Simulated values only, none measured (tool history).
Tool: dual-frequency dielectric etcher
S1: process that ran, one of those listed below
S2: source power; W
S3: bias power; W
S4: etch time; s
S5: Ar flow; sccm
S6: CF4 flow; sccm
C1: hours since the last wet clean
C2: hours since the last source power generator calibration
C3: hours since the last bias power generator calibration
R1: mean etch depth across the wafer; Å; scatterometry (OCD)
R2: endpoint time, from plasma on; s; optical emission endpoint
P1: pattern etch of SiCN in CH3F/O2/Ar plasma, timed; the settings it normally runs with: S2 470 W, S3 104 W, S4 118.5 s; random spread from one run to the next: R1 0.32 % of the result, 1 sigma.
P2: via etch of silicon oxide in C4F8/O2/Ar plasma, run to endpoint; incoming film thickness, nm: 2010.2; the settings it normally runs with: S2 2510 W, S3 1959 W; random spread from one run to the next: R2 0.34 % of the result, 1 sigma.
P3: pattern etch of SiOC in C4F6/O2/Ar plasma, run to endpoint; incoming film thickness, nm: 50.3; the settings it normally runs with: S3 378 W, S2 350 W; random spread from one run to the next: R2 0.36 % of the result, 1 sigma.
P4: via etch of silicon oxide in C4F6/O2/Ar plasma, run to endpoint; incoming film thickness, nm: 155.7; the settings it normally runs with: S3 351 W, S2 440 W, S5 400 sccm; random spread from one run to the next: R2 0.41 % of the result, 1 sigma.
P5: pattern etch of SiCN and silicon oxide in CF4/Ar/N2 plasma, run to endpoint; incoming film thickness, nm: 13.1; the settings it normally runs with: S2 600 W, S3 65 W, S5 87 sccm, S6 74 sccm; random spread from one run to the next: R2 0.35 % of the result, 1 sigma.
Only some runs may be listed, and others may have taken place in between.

run   hour  S1    S2    S3     S4   S5  S6     C1      C2      C3      R1      R2
  1    4.7  P1   470   104  118.5           244.8  1951.9  1144.9  529.78
  2   11.3  P3   350   378                  251.4  1958.5  1151.5          19.835
  3   16.5  P1   470    72  118.5           256.6  1963.7  1156.7  463.15
  4   20.7  P5   410    65          87  74  260.8  1967.9  1160.9          16.541
      25.4  -- bias power generator calibrated
  5   25.7  P5   600    65          87  51  265.8  1972.9     0.3          12.477
  6   31.9  P1   470   104  118.5             272  1979.1     6.5  528.27
  7   38.4  P4   440   351         275      278.5  1985.6      13          37.587
  8   44.2  P5   600    48          87  74  284.3  1991.4    18.8          12.921
  9   50.4  P2  3260  1959                  290.5  1997.6      25          323.91
 10   54.4  P1   470   104     82           294.5  2001.6      29  367.77
 11   57.9  P3   350   489                    298  2005.1    32.5          17.988
 12     63  P1   470   104  166.5           303.1  2010.2    37.6   741.7
 13   67.8  P5   600    65         124  74  307.9    2015    42.4          12.459
      68.5  -- source power generator calibrated
 14   74.8  P1   470   104  118.5           314.9     6.4    49.4  528.51
 15     82  P4   280   351         400      322.1    13.6    56.6          46.003
 16   87.6  P1   370   104  118.5           327.7    19.2    62.2  482.46
 17   91.3  P5   600    65          87  74  331.4    22.9    65.9          11.775
 18   96.6  P2  2510  1959                  336.7    28.2    71.2          356.36
 19  100.6  P1   470   104  118.5           340.7    32.2    75.2  527.41
 20  106.7  P3   470   378                  346.8    38.3    81.3          17.764
 21  112.7  P5   600    65          87  74  352.8    44.3    87.3          11.775
 22  119.9  P4   440   245         400        360    51.5    94.5          44.165
 23  124.8  P3   350   378                  364.9    56.4    99.4          19.913
 24  130.5  P4   440   351         400      370.6    62.1   105.1          39.067
 25  136.4  P1   640   145  118.5           376.5      68     111  669.88
 26  142.4  P1   470   125  118.5           382.5      74     117   565.5
 27  147.6  P1   650   104  118.5           387.7    79.2   122.2  594.98
 28  154.8  P1   470   104  118.5           394.9    86.4   129.4  529.87
 29  158.8  P2  2510  1959                  398.9    90.4   133.4          359.79
 30  162.5  P2  2510  2735                  402.6    94.1   137.1          323.44
 31    169  P1   470   104  118.5           409.1   100.6   143.6  529.12
 32  173.1  P1   470   104  118.5           413.2   104.7   147.7  525.12
 33  179.9  P1   470   104  118.5             420   111.5   154.5  521.51
     186.4  -- wet clean of the chamber
 34  187.3  P1   470   104  118.5               1   118.9   161.9  519.71
 35  193.5  P1   470   104  118.5             7.2   125.1   168.1  520.08
 36  200.2  P1   470   104  118.5            13.9   131.8   174.8  521.52
 37  203.7  P1   470   104  118.5            17.4   135.3   178.3   522.6
 38  208.3  P1   470   104  118.5              22   139.9   182.9  521.63
 39  213.2  P1   470   104  118.5            26.9   144.8   187.8  521.21
 40  216.6  P1   470   104  118.5            30.3   148.2   191.2  518.18

P1 has crept away from where it was. The log is fitted equally well by each of these 2 causes, at the sizes shown:
A: source power that arrives under what is set, % = 4.21
B: bias power that arrives under what is set, % = 4.15
Onset of the creep was near hour 169.
What rules out each remaining cause:
chamber walls in a state that lowers the etch rate, %: its service at hour 186.4 followed the start of the drift and did not put the process back to its old value

Listed below are the offered check runs, one wafer per run, with question marks in place of results. For which of them would the causes give clearly different outcomes?
check 1   220  P2  2510  1959                                ?
check 2   220  P4   440   351      400                       ?
check 3   220  P5   600    65       87  74                   ?
check 4   220  P3   350   378                                ?

Check results expected under each cause:
  check  result    if A    if B
check 1      R2  365.44  363.44
check 2      R2   39.61  39.559
check 3      R2   12.24  11.936
check 4      R2   20.14  20.123
How far apart the two closest causes lie, in the result that separates them most: check 1 0.55 %; check 2 0.13 %; check 3 2.51 %; check 4 0.08 %
Check 3 is the one run that separates the causes; every other check would come out nearly the same whichever cause is at work.

The results of check 3 are: R2 12.238 s. Based on these, which of the listed causes is it?

A is the cause: source power that arrives under what is set, %.
